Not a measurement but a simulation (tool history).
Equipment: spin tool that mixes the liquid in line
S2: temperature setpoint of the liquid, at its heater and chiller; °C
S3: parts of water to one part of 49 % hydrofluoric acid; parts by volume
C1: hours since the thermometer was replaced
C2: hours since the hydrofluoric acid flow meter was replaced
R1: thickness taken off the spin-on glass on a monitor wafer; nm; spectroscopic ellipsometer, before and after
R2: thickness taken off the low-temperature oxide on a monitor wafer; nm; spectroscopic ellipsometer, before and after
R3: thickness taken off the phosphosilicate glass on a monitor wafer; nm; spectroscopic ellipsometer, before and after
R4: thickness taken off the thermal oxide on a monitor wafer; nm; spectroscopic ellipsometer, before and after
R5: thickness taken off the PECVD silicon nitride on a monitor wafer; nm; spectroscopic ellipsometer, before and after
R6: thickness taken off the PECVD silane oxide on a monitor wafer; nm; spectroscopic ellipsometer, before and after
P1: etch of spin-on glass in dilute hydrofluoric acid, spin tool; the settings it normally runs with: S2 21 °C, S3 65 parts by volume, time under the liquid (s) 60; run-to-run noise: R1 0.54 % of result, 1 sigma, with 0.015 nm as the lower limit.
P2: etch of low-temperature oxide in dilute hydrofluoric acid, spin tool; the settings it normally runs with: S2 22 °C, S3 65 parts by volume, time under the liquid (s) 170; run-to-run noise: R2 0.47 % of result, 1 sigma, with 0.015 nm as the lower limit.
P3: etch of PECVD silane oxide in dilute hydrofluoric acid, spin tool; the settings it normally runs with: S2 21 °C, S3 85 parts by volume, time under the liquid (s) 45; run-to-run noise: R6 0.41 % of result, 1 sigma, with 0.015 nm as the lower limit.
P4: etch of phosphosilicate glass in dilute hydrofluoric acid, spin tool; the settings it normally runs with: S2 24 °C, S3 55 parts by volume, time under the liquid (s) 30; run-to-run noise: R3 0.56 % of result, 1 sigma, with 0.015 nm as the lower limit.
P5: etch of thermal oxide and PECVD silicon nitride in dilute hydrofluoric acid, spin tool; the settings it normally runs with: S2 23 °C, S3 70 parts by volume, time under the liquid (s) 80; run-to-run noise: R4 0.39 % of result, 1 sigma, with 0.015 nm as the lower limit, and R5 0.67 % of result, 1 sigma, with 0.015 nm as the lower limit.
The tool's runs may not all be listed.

run 1 hour=15.5 | process_that_ran=P1 S2=21 S3=65 time_under_the_liquid_(s)=60 | C1=421.6 C2=277.7 | R1=36.959
run 2 hour=26.2 | process_that_ran=P1 S2=21 S3=90 time_under_the_liquid_(s)=60 | C1=432.3 C2=288.4 | R1=26.224
run 3 hour=35.5 | process_that_ran=P2 S2=22 S3=100 time_under_the_liquid_(s)=170 | C1=441.6 C2=297.7 | R2=22.659
run 4 hour=47.7 | process_that_ran=P1 S2=21 S3=65 time_under_the_liquid_(s)=60 | C1=453.8 C2=309.9 | R1=36.93
-- hour=49.3 hydrofluoric acid flow meter replaced
run 5 hour=62.8 | process_that_ran=P4 S2=24 S3=55 time_under_the_liquid_(s)=30 | C1=468.9 C2=13.6 | R3=84.463
run 6 hour=74.4 | process_that_ran=P1 S2=21 S3=65 time_under_the_liquid_(s)=60 | C1=480.5 C2=25.2 | R1=36.897
run 7 hour=89.2 | process_that_ran=P5 S2=23 S3=70 time_under_the_liquid_(s)=15 | C1=495.3 C2=40 | R4=1.0145 R5=0.77903
run 8 hour=103.6 | process_that_ran=P1 S2=21 S3=65 time_under_the_liquid_(s)=60 | C1=509.7 C2=54.4 | R1=37.085
run 9 hour=112.2 | process_that_ran=P1 S2=25 S3=65 time_under_the_liquid_(s)=60 | C1=518.3 C2=63 | R1=43.443
run 10 hour=123.2 | process_that_ran=P2 S2=17 S3=65 time_under_the_liquid_(s)=170 | C1=529.3 C2=74 | R2=29.236
run 11 hour=138.4 | process_that_ran=P3 S2=21 S3=25 time_under_the_liquid_(s)=45 | C1=544.5 C2=89.2 | R6=60.187
run 12 hour=149.5 | process_that_ran=P5 S2=17 S3=70 time_under_the_liquid_(s)=80 | C1=555.6 C2=100.3 | R4=4.2619 R5=2.7552
run 13 hour=161.1 | process_that_ran=P1 S2=21 S3=65 time_under_the_liquid_(s)=60 | C1=567.2 C2=111.9 | R1=36.62
run 14 hour=170.2 | process_that_ran=P2 S2=22 S3=65 time_under_the_liquid_(s)=295 | C1=576.3 C2=121 | R2=62.789
run 15 hour=185.4 | process_that_ran=P1 S2=21 S3=65 time_under_the_liquid_(s)=20 | C1=591.5 C2=136.2 | R1=12.276
run 16 hour=193.1 | process_that_ran=P1 S2=27 S3=65 time_under_the_liquid_(s)=35 | C1=599.2 C2=143.9 | R1=27.231
run 17 hour=206.9 | process_that_ran=P4 S2=24 S3=55 time_under_the_liquid_(s)=60 | C1=613 C2=157.7 | R3=168.47
run 18 hour=224.2 | process_that_ran=P5 S2=23 S3=130 time_under_the_liquid_(s)=80 | C1=630.3 C2=175 | R4=2.7655 R5=2.2786
run 19 hour=241.1 | process_that_ran=P2 S2=22 S3=65 time_under_the_liquid_(s)=170 | C1=647.2 C2=191.9 | R2=36.218
run 20 hour=250.7 | process_that_ran=P1 S2=21 S3=35 time_under_the_liquid_(s)=60 | C1=656.8 C2=201.5 | R1=71.201
run 21 hour=264.7 | process_that_ran=P1 S2=21 S3=65 time_under_the_liquid_(s)=60 | C1=670.8 C2=215.5 | R1=36.756
run 22 hour=279 | process_that_ran=P3 S2=21 S3=85 time_under_the_liquid_(s)=65 | C1=685.1 C2=229.8 | R6=23.634
run 23 hour=291.2 | process_that_ran=P3 S2=21 S3=85 time_under_the_liquid_(s)=45 | C1=697.3 C2=242 | R6=16.36
run 24 hour=298.8 | process_that_ran=P4 S2=24 S3=55 time_under_the_liquid_(s)=30 | C1=704.9 C2=249.6 | R3=84.431
run 25 hour=315.9 | process_that_ran=P1 S2=21 S3=65 time_under_the_liquid_(s)=60 | C1=722 C2=266.7 | R1=37.103
run 26 hour=329.1 | process_that_ran=P4 S2=24 S3=90 time_under_the_liquid_(s)=30 | C1=735.2 C2=279.9 | R3=49.693
run 27 hour=344.8 | process_that_ran=P4 S2=32 S3=55 time_under_the_liquid_(s)=30 | C1=750.9 C2=295.6 | R3=116.7
run 28 hour=356.8 | process_that_ran=P5 S2=23 S3=70 time_under_the_liquid_(s)=80 | C1=762.9 C2=307.6 | R4=5.4845 R5=4.1624
run 29 hour=369.2 | process_that_ran=P1 S2=21 S3=65 time_under_the_liquid_(s)=90 | C1=775.3 C2=320 | R1=55.412
run 30 hour=381.3 | process_that_ran=P2 S2=22 S3=65 time_under_the_liquid_(s)=170 | C1=787.4 C2=332.1 | R2=35.992
run 31 hour=396 | process_that_ran=P1 S2=17 S3=65 time_under_the_liquid_(s)=60 | C1=802.1 C2=346.8 | R1=31.29
run 32 hour=412.9 | process_that_ran=P3 S2=26 S3=85 time_under_the_liquid_(s)=45 | C1=819 C2=363.7 | R6=20.174
run 33 hour=423.3 | process_that_ran=P1 S2=21 S3=65 time_under_the_liquid_(s)=60 | C1=829.4 C2=374.1 | R1=37.212
run 34 hour=433 | process_that_ran=P1 S2=21 S3=65 time_under_the_liquid_(s)=60 | C1=839.1 C2=383.8 | R1=37.75
run 35 hour=448.7 | process_that_ran=P1 S2=21 S3=65 time_under_the_liquid_(s)=60 | C1=854.8 C2=399.5 | R1=38.807
run 36 hour=461.3 | process_that_ran=P1 S2=21 S3=65 time_under_the_liquid_(s)=60 | C1=867.4 C2=412.1 | R1=39.183
run 37 hour=477.7 | process_that_ran=P1 S2=21 S3=65 time_under_the_liquid_(s)=60 | C1=883.8 C2=428.5 | R1=39.127
run 38 hour=493.2 | process_that_ran=P1 S2=21 S3=65 time_under_the_liquid_(s)=60 | C1=899.3 C2=444 | R1=39.212
run 39 hour=510.1 | process_that_ran=P1 S2=21 S3=65 time_under_the_liquid_(s)=60 | C1=916.2 C2=460.9 | R1=39.146

Something has made what P1 gives creep away from where it was; the 2 causes below, each at its own stated size, fit the log equally well:
A: liquid hotter than its thermometer reads (K) = 1.47
B: hydrofluoric acid flow above the setpoint (%) = 5.8
The process output started creeping at around hour 423.3.

Below are 4 check runs, each averaged over 3 wafers, with their results shown as question marks. Which of them would give clearly different results depending on which cause is behind the drift?
run check 1 hour=527 | process_that_ran=P4 S2=29.5 S3=55 time_under_the_liquid_(s)=55 | R3=?
run check 2 hour=527 | process_that_ran=P5 S2=17 S3=105 time_under_the_liquid_(s)=80 | R4=? R5=?
run check 3 hour=527 | process_that_ran=P2 S2=17 S3=95 time_under_the_liquid_(s)=170 | R2=?
run check 4 hour=527 | process_that_ran=P3 S2=21 S3=30 time_under_the_liquid_(s)=45 | R6=?

What every check run would give for each of its results, assuming each possible cause in turn:
check=check_1 result=R3 if_A=205.04 if_B=205.81
check=check_2 result=R4 if_A=2.9128 if_B=2.9156
check=check_2 result=R5 if_A=2.0542 if_B=1.9597
check=check_3 result=R2 if_A=20.707 if_B=20.709
check=check_4 result=R6 if_A=52.637 if_B=52.411
Smallest distance between any two causes, each pair judged by its most separating result, in per cent: check 1 0.37 %; check 2 4.71 %; check 3 0.01 %; check 4 0.43 %
The causes can be told apart only by check 2. The other checks would give nearly the same results under each of them.

Check 2 was then run and gave: R4 2.9128 nm; R5 1.9363 nm. Which cause is it?

Of the candidate causes, it is B: hydrofluoric acid flow above the setpoint (%).
